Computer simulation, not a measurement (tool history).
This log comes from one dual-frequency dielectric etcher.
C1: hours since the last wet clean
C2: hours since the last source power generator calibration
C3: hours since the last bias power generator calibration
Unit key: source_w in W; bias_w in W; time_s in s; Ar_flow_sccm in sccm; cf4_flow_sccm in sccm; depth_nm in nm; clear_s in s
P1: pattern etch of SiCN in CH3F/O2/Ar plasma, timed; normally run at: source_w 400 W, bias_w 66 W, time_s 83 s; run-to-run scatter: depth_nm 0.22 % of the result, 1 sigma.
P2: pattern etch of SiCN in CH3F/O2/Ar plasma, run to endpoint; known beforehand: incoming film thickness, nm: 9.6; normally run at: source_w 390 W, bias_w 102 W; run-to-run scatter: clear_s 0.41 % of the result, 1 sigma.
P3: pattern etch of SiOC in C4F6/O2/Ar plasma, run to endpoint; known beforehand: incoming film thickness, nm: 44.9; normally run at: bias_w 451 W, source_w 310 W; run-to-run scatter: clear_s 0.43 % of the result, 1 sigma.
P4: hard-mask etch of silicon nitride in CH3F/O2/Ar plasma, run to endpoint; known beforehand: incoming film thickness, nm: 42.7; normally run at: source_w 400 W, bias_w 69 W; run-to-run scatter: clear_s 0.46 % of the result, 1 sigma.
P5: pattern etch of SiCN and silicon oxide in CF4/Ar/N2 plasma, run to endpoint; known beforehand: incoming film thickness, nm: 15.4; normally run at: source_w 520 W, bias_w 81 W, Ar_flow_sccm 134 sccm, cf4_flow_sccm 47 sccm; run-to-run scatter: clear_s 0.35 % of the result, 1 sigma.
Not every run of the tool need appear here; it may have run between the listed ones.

Run 1, hour 3.1: process P1, source_w 400 W, bias_w 66 W, time_s 83 s; C1 271.3; C2 3275.9; C3 1483.6. Result: depth_nm 30.417 nm.
Run 2, hour 7.6: process P4, source_w 400 W, bias_w 43 W; C1 275.8; C2 3280.4; C3 1488.1. Result: clear_s 73.705 s.
Run 3, hour 10.6: process P1, source_w 310 W, bias_w 66 W, time_s 83 s; C1 278.8; C2 3283.4; C3 1491.1. Result: depth_nm 27.578 nm.
Run 4, hour 14.3: process P3, source_w 180 W, bias_w 451 W; C1 282.5; C2 3287.1; C3 1494.8. Result: clear_s 21.428 s.
Run 5, hour 17.3: process P1, source_w 400 W, bias_w 66 W, time_s 83 s; C1 285.5; C2 3290.1; C3 1497.8. Result: depth_nm 30.366 nm.
Run 6, hour 20.5: process P2, source_w 230 W, bias_w 102 W; C1 288.7; C2 3293.3; C3 1501. Result: clear_s 27.504 s.
Run 7, hour 24: process P2, source_w 390 W, bias_w 139 W; C1 292.2; C2 3296.8; C3 1504.5. Result: clear_s 20.354 s.
Run 8, hour 28.1: process P1, source_w 530 W, bias_w 46 W, time_s 83 s; C1 296.3; C2 3300.9; C3 1508.6. Result: depth_nm 30.123 nm.
Run 9, hour 33.2: process P5, source_w 520 W, bias_w 81 W, Ar_flow_sccm 134 sccm, cf4_flow_sccm 47 sccm; C1 301.4; C2 3306; C3 1513.7. Result: clear_s 17.271 s.
Run 10, hour 36.6: process P1, source_w 400 W, bias_w 66 W, time_s 83 s; C1 304.8; C2 3309.4; C3 1517.1. Result: depth_nm 30.354 nm.
Run 11, hour 39.3: process P2, source_w 390 W, bias_w 102 W; C1 307.5; C2 3312.1; C3 1519.8. Result: clear_s 22.776 s.
Run 12, hour 44.7: process P1, source_w 400 W, bias_w 66 W, time_s 46.5 s; C1 312.9; C2 3317.5; C3 1525.2. Result: depth_nm 16.978 nm.
Run 13, hour 49.6: process P1, source_w 400 W, bias_w 53 W, time_s 83 s; C1 317.8; C2 3322.4; C3 1530.1. Result: depth_nm 28.228 nm.
Run 14, hour 54.1: process P4, source_w 270 W, bias_w 69 W; C1 322.3; C2 3326.9; C3 1534.6. Result: clear_s 73.158 s.
Run 15, hour 58.6: process P5, source_w 650 W, bias_w 81 W, Ar_flow_sccm 134 sccm, cf4_flow_sccm 47 sccm; C1 326.8; C2 3331.4; C3 1539.1. Result: clear_s 14.008 s.
Run 16, hour 61.5: process P1, source_w 400 W, bias_w 66 W, time_s 83 s; C1 329.7; C2 3334.3; C3 1542. Result: depth_nm 30.359 nm.
Run 17, hour 67.2: process P5, source_w 520 W, bias_w 81 W, Ar_flow_sccm 88 sccm, cf4_flow_sccm 47 sccm; C1 335.4; C2 3340; C3 1547.7. Result: clear_s 16.098 s.
Run 18, hour 73: process P2, source_w 390 W, bias_w 102 W; C1 341.2; C2 3345.8; C3 1553.5. Result: clear_s 22.84 s.
Run 19, hour 77.8: process P3, source_w 310 W, bias_w 276 W; C1 346; C2 3350.6; C3 1558.3. Result: clear_s 21.02 s.
Run 20, hour 81.3: process P4, source_w 400 W, bias_w 69 W; C1 349.5; C2 3354.1; C3 1561.8. Result: clear_s 62.975 s.
Run 21, hour 84.2: process P4, source_w 400 W, bias_w 69 W; C1 352.4; C2 3357; C3 1564.7. Result: clear_s 62.691 s.
Run 22, hour 88.7: process P1, source_w 400 W, bias_w 66 W, time_s 83 s; C1 356.9; C2 3361.5; C3 1569.2. Result: depth_nm 30.476 nm.
Run 23, hour 93.1: process P1, source_w 560 W, bias_w 66 W, time_s 83 s; C1 361.3; C2 3365.9; C3 1573.6. Result: depth_nm 34.544 nm.
Run 24, hour 96.6: process P5, source_w 520 W, bias_w 81 W, Ar_flow_sccm 134 sccm, cf4_flow_sccm 28 sccm; C1 364.8; C2 3369.4; C3 1577.1. Result: clear_s 18.789 s.
Run 25, hour 102.2: process P1, source_w 400 W, bias_w 93 W, time_s 83 s; C1 370.4; C2 3375; C3 1582.7. Result: depth_nm 34.421 nm.
Run 26, hour 107.9: process P3, source_w 310 W, bias_w 451 W; C1 376.1; C2 3380.7; C3 1588.4. Result: clear_s 17.526 s.
Run 27, hour 113.4: process P1, source_w 400 W, bias_w 66 W, time_s 117 s; C1 381.6; C2 3386.2; C3 1593.9. Result: depth_nm 42.693 nm.
Run 28, hour 119.6: process P3, source_w 310 W, bias_w 451 W; C1 387.8; C2 3392.4; C3 1600.1. Result: clear_s 17.657 s.
Run 29, hour 124.5: process P5, source_w 520 W, bias_w 114 W, Ar_flow_sccm 134 sccm, cf4_flow_sccm 47 sccm; C1 392.7; C2 3397.3; C3 1605. Result: clear_s 15.008 s.
Run 30, hour 128.8: process P1, source_w 400 W, bias_w 66 W, time_s 83 s; C1 397; C2 3401.6; C3 1609.3. Result: depth_nm 30.422 nm.
Run 31, hour 133: process P1, source_w 400 W, bias_w 66 W, time_s 83 s; C1 401.2; C2 3405.8; C3 1613.5. Result: depth_nm 30.706 nm.

Run 32 has not been measured yet. What should we expect?
Run 32, hour 138.9: process P1, source_w 400 W, bias_w 66 W, time_s 83 s; C1 407.1; C2 3411.7; C3 1619.4. Result: depth_nm ?.

depth_nm: 30.733 nm

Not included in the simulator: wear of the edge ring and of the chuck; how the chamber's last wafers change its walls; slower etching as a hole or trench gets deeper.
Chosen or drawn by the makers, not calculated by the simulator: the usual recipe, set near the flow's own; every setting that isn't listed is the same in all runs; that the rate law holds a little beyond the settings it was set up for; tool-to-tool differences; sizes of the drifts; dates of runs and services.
